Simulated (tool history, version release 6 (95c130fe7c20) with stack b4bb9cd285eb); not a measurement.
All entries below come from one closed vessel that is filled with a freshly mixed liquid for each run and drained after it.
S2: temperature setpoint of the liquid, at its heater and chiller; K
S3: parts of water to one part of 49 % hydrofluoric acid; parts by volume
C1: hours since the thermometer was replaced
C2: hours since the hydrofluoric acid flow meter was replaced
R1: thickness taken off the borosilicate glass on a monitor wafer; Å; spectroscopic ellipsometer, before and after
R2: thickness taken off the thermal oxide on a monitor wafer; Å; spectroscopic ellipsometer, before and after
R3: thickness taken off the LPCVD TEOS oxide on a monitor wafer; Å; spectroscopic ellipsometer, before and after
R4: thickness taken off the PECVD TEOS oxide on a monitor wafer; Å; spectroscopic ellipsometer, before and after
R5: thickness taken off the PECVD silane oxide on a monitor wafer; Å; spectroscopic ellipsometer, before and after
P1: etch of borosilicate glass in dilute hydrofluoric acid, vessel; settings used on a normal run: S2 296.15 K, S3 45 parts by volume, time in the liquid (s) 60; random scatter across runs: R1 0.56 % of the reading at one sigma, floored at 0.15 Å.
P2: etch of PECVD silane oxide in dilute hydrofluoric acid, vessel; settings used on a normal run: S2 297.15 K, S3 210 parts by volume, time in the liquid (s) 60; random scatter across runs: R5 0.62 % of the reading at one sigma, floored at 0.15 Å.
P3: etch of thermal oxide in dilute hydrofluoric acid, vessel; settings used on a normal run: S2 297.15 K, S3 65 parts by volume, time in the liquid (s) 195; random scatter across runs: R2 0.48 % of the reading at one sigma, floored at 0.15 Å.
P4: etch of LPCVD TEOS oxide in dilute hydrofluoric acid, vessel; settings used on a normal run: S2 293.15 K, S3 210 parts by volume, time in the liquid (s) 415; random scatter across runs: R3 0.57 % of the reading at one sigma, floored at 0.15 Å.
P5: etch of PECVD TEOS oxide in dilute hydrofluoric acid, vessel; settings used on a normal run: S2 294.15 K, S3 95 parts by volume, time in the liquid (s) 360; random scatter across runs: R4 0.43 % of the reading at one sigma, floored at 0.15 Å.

Run 1, hour 7.8: process that ran P1, S2 296.15 K, S3 45 parts by volume, time in the liquid (s) 60; C1 1142; C2 632.6. Result: R1 320.2 Å.
Run 2, hour 17.8: process that ran P3, S2 302.15 K, S3 65 parts by volume, time in the liquid (s) 195; C1 1152; C2 642.6. Result: R2 174.99 Å.
Run 3, hour 30.5: process that ran P4, S2 296.65 K, S3 210 parts by volume, time in the liquid (s) 415; C1 1164.7; C2 655.3. Result: R3 586.62 Å.
Run 4, hour 38.7: process that ran P1, S2 296.15 K, S3 45 parts by volume, time in the liquid (s) 30; C1 1172.9; C2 663.5. Result: R1 160.96 Å.
Run 5, hour 51.4: process that ran P1, S2 296.15 K, S3 45 parts by volume, time in the liquid (s) 60; C1 1185.6; C2 676.2. Result: R1 320.72 Å.
Run 6, hour 64.2: process that ran P4, S2 293.15 K, S3 210 parts by volume, time in the liquid (s) 415; C1 1198.4; C2 689. Result: R3 508.68 Å.
Run 7, hour 72.9: process that ran P5, S2 294.15 K, S3 95 parts by volume, time in the liquid (s) 360; C1 1207.1; C2 697.7. Result: R4 457.33 Å.
At hour 83.3: hydrofluoric acid flow meter replaced.
Run 8, hour 84.8: process that ran P1, S2 296.15 K, S3 45 parts by volume, time in the liquid (s) 60; C1 1219; C2 1.5. Result: R1 320.24 Å.
Run 9, hour 97.1: process that ran P1, S2 296.15 K, S3 25 parts by volume, time in the liquid (s) 30; C1 1231.3; C2 13.8. Result: R1 297.48 Å.
Run 10, hour 104.7: process that ran P2, S2 297.15 K, S3 210 parts by volume, time in the liquid (s) 60; C1 1238.9; C2 21.4. Result: R5 52.738 Å.
Run 11, hour 120.1: process that ran P5, S2 294.15 K, S3 20 parts by volume, time in the liquid (s) 360; C1 1254.3; C2 36.8. Result: R4 2409.7 Å.
Run 12, hour 137.5: process that ran P1, S2 296.15 K, S3 45 parts by volume, time in the liquid (s) 60; C1 1271.7; C2 54.2. Result: R1 317.45 Å.
Run 13, hour 151.9: process that ran P1, S2 303.65 K, S3 45 parts by volume, time in the liquid (s) 60; C1 1286.1; C2 68.6. Result: R1 431.25 Å.
Run 14, hour 159.6: process that ran P4, S2 293.15 K, S3 210 parts by volume, time in the liquid (s) 415; C1 1293.8; C2 76.3. Result: R3 520.56 Å.
Run 15, hour 177.2: process that ran P2, S2 297.15 K, S3 40 parts by volume, time in the liquid (s) 60; C1 1311.4; C2 93.9. Result: R5 335.48 Å.
Run 16, hour 187.6: process that ran P5, S2 294.15 K, S3 95 parts by volume, time in the liquid (s) 620; C1 1321.8; C2 104.3. Result: R4 794.79 Å.
Run 17, hour 203.6: process that ran P4, S2 293.15 K, S3 210 parts by volume, time in the liquid (s) 30; C1 1337.8; C2 120.3. Result: R3 37.079 Å.
Run 18, hour 211.7: process that ran P1, S2 296.15 K, S3 20 parts by volume, time in the liquid (s) 60; C1 1345.9; C2 128.4. Result: R1 742.93 Å.
Run 19, hour 222: process that ran P4, S2 293.15 K, S3 325 parts by volume, time in the liquid (s) 415; C1 1356.2; C2 138.7. Result: R3 297.82 Å.
Run 20, hour 237.6: process that ran P3, S2 297.15 K, S3 25 parts by volume, time in the liquid (s) 195; C1 1371.8; C2 154.3. Result: R2 389.05 Å.
Run 21, hour 253: process that ran P1, S2 296.15 K, S3 60 parts by volume, time in the liquid (s) 60; C1 1387.2; C2 169.7. Result: R1 234.72 Å.
Run 22, hour 266.6: process that ran P5, S2 294.15 K, S3 95 parts by volume, time in the liquid (s) 360; C1 1400.8; C2 183.3. Result: R4 462.26 Å.
Run 23, hour 278.5: process that ran P3, S2 297.15 K, S3 65 parts by volume, time in the liquid (s) 195; C1 1412.7; C2 195.2. Result: R2 143.35 Å.
Run 24, hour 292.1: process that ran P2, S2 297.15 K, S3 210 parts by volume, time in the liquid (s) 110; C1 1426.3; C2 208.8. Result: R5 96.105 Å.
Run 25, hour 303.3: process that ran P1, S2 296.15 K, S3 45 parts by volume, time in the liquid (s) 105; C1 1437.5; C2 220. Result: R1 555.15 Å.
Run 26, hour 315.5: process that ran P2, S2 290.65 K, S3 210 parts by volume, time in the liquid (s) 60; C1 1449.7; C2 232.2. Result: R5 41.03 Å.
Run 27, hour 329.7: process that ran P5, S2 302.15 K, S3 95 parts by volume, time in the liquid (s) 360; C1 1463.9; C2 246.4. Result: R4 634.55 Å.
Run 28, hour 338.9: process that ran P2, S2 297.15 K, S3 210 parts by volume, time in the liquid (s) 60; C1 1473.1; C2 255.6. Result: R5 52.889 Å.
Run 29, hour 350.5: process that ran P1, S2 296.15 K, S3 45 parts by volume, time in the liquid (s) 60; C1 1484.7; C2 267.2. Result: R1 315.67 Å.
Run 30, hour 361.7: process that ran P1, S2 291.65 K, S3 45 parts by volume, time in the liquid (s) 60; C1 1495.9; C2 278.4. Result: R1 266.54 Å.
Run 31, hour 376.8: process that ran P3, S2 297.15 K, S3 65 parts by volume, time in the liquid (s) 340; C1 1511; C2 293.5. Result: R2 248.89 Å.
Run 32, hour 388.5: process that ran P1, S2 296.15 K, S3 45 parts by volume, time in the liquid (s) 60; C1 1522.7; C2 305.2. Result: R1 321.25 Å.
Run 33, hour 396.6: process that ran P1, S2 296.15 K, S3 45 parts by volume, time in the liquid (s) 60; C1 1530.8; C2 313.3. Result: R1 325.54 Å.
Run 34, hour 407: process that ran P1, S2 296.15 K, S3 45 parts by volume, time in the liquid (s) 60; C1 1541.2; C2 323.7. Result: R1 330.73 Å.
Run 35, hour 424.2: process that ran P1, S2 296.15 K, S3 45 parts by volume, time in the liquid (s) 60; C1 1558.4; C2 340.9. Result: R1 338 Å.
Run 36, hour 439.9: process that ran P1, S2 296.15 K, S3 45 parts by volume, time in the liquid (s) 60; C1 1574.1; C2 356.6. Result: R1 345.75 Å.
Run 37, hour 456.7: process that ran P1, S2 296.15 K, S3 45 parts by volume, time in the liquid (s) 60; C1 1590.9; C2 373.4. Result: R1 346.33 Å.
Run 38, hour 472.3: process that ran P1, S2 296.15 K, S3 45 parts by volume, time in the liquid (s) 60; C1 1606.5; C2 389. Result: R1 345.41 Å.
Run 39, hour 480: process that ran P1, S2 296.15 K, S3 45 parts by volume, time in the liquid (s) 60; C1 1614.2; C2 396.7. Result: R1 347.51 Å.
Run 40, hour 494.3: process that ran P1, S2 296.15 K, S3 45 parts by volume, time in the liquid (s) 60; C1 1628.5; C2 411. Result: R1 349.99 Å.
Run 41, hour 503.8: process that ran P1, S2 296.15 K, S3 45 parts by volume, time in the liquid (s) 60; C1 1638; C2 420.5. Result: R1 351.15 Å.
Run 42, hour 518.4: process that ran P1, S2 296.15 K, S3 45 parts by volume, time in the liquid (s) 60; C1 1652.6; C2 435.1. Result: R1 347.83 Å.
Run 43, hour 530.4: process that ran P1, S2 296.15 K, S3 45 parts by volume, time in the liquid (s) 60; C1 1664.6; C2 447.1. Result: R1 348.96 Å.

Compared with where it was, what P1 gives has crept away. Each cause listed below fits the log as well as the rest, at the size given for it:
A: hydrofluoric acid flow above the setpoint (%) = 8.71
B: liquid hotter than its thermometer reads (K) = 2.14
Onset of the creep was near hour 388.5.

Consider the 4 check runs below, whose results appear as question marks and each of which averages 2 wafers. Which one distinguishes the causes, in that each cause would give it a clearly different result?
Run check 1, hour 542.4: process that ran P3, S2 300.15 K, S3 30 parts by volume, time in the liquid (s) 195. Result: R2 ?.
Run check 2, hour 542.4: process that ran P4, S2 296.65 K, S3 310 parts by volume, time in the liquid (s) 415. Result: R3 ?.
Run check 3, hour 542.4: process that ran P2, S2 291.15 K, S3 140 parts by volume, time in the liquid (s) 60. Result: R5 ?.
Run check 4, hour 542.4: process that ran P5, S2 297.65 K, S3 25 parts by volume, time in the liquid (s) 360. Result: R4 ?.

Expected result of each check under each candidate cause:
  check  result    if A    if B
check 1      R2  399.58  399.58
check 2      R3  401.44  387.97
check 3      R5  74.065  73.443
check 4      R4    2415  2421.7
How far apart the two closest causes lie, in the result that separates them most: check 1 0 %; check 2 3.41 %; check 3 0.84 %; check 4 0.28 %
Check 2 tells the causes apart: in the others they would give nearly the same result.

With check 2 done, the readings were: R3 388.17 Å. Identify which of the listed causes applies.

It was cause B: liquid hotter than its thermometer reads (K).
